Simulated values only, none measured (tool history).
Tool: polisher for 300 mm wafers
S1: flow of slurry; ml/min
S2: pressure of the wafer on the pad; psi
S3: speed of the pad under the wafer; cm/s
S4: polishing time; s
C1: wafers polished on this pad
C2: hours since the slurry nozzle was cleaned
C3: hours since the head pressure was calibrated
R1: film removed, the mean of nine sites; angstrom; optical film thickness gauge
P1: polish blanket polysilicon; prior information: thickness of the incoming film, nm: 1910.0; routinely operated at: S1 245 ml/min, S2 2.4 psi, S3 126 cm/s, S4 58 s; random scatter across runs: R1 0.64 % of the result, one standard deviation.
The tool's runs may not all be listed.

run	hour	S1	S2	S3	S4	C1	C2	C3	R1
1	11.5	245	2.4	126	58	887	122.6	779.6	4711.5
2	24.8	245	2.4	126	32	976	135.9	792.9	2595.8
# hour 29.5: head pressure recalibrated
3	34.2	245	2.4	126	77	1039	145.3	4.7	6228.8
4	46.7	245	2.4	126	58	1123	157.8	17.2	4709.7
5	63.0	245	2.4	190	58	1232	174.1	33.5	7087.4
6	71.7	145	2.4	126	58	1290	182.8	42.2	4361.5
7	83.3	245	2.4	126	58	1368	194.4	53.8	4693.6
8	93.2	245	3.4	126	89	1434	204.3	63.7	10205.0
9	107.8	245	1.2	126	58	1532	218.9	78.3	2346.1
10	120.3	345	2.4	126	58	1615	231.4	90.8	4852.7
11	134.8	245	2.4	126	58	1712	245.9	105.3	4634.2
12	145.4	245	2.4	126	58	1783	256.5	115.9	4677.4
13	161.6	245	2.4	66	58	1892	272.7	132.1	2469.6
14	176.6	245	3.4	126	58	1992	287.7	147.1	6646.5
15	187.9	245	2.4	126	58	2068	299.0	158.4	4736.1

What does the tool deliver on the next run?
16	202.1	245	2.4	126	58	2163	313.2	172.6	?

{"run 16": {"R1": 4565.5}}

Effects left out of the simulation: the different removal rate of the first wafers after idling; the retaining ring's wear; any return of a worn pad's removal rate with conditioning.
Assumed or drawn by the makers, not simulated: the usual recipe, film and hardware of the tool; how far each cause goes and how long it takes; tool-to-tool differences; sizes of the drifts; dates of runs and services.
